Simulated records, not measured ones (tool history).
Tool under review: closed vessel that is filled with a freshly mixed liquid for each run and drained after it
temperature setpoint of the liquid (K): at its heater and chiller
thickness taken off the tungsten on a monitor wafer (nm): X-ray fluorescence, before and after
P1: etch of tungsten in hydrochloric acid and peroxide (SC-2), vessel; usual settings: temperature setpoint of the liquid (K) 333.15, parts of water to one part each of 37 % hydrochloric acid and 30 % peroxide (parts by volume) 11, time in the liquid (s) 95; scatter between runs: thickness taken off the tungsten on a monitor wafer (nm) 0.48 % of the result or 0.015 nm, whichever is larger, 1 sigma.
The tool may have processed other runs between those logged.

run,hour,temperature setpoint of the liquid (K),parts of water to one part each of 37 % hydrochloric acid and 30 % peroxide (parts by volume),time in the liquid (s),hours since the thermometer was replaced,hours since the chemicals flow meter was replaced,hours since the drum of peroxide was connected,thickness taken off the tungsten on a monitor wafer (nm)
1,11.3,333.15,11,95,225.8,937.8,284.9,43.879
2,25.7,333.15,11,30,240.2,952.2,299.3,13.822
3,36.0,340.65,18,95,250.5,962.5,309.6,44.832
4,45.0,333.15,11,95,259.5,971.5,318.6,43.630
5,56.4,341.15,4,95,270.9,982.9,330.0,154.080
6,73.8,333.15,11,95,288.3,1000.3,347.4,43.658
7,87.6,317.15,11,95,302.1,1014.1,361.2,15.294
# hour 98.7: new drum of peroxide connected
8,102.3,333.15,20,95,316.8,1028.8,3.7,25.850
9,114.9,343.65,11,95,329.4,1041.4,16.3,82.529
# hour 120.4: thermometer replaced
10,122.8,333.15,11,95,2.4,1049.3,24.2,43.898
11,131.6,333.15,11,180,11.2,1058.1,33.0,83.001
12,139.3,333.15,4,95,18.9,1065.8,40.7,94.429
13,149.3,333.15,11,95,28.9,1075.8,50.7,43.854
14,163.0,333.15,11,95,42.6,1089.5,64.4,43.416
15,174.7,333.15,11,95,54.3,1101.2,76.1,43.947
16,191.4,333.15,11,95,71.0,1117.9,92.8,45.282
17,203.6,333.15,11,95,83.2,1130.1,105.0,46.490

Run 18 has not been measured yet. What should we expect?
18,212.6,333.15,11,95,92.2,1139.1,114.0,?

Run 18 came out at thickness taken off the tungsten on a monitor wafer (nm) 46.983.

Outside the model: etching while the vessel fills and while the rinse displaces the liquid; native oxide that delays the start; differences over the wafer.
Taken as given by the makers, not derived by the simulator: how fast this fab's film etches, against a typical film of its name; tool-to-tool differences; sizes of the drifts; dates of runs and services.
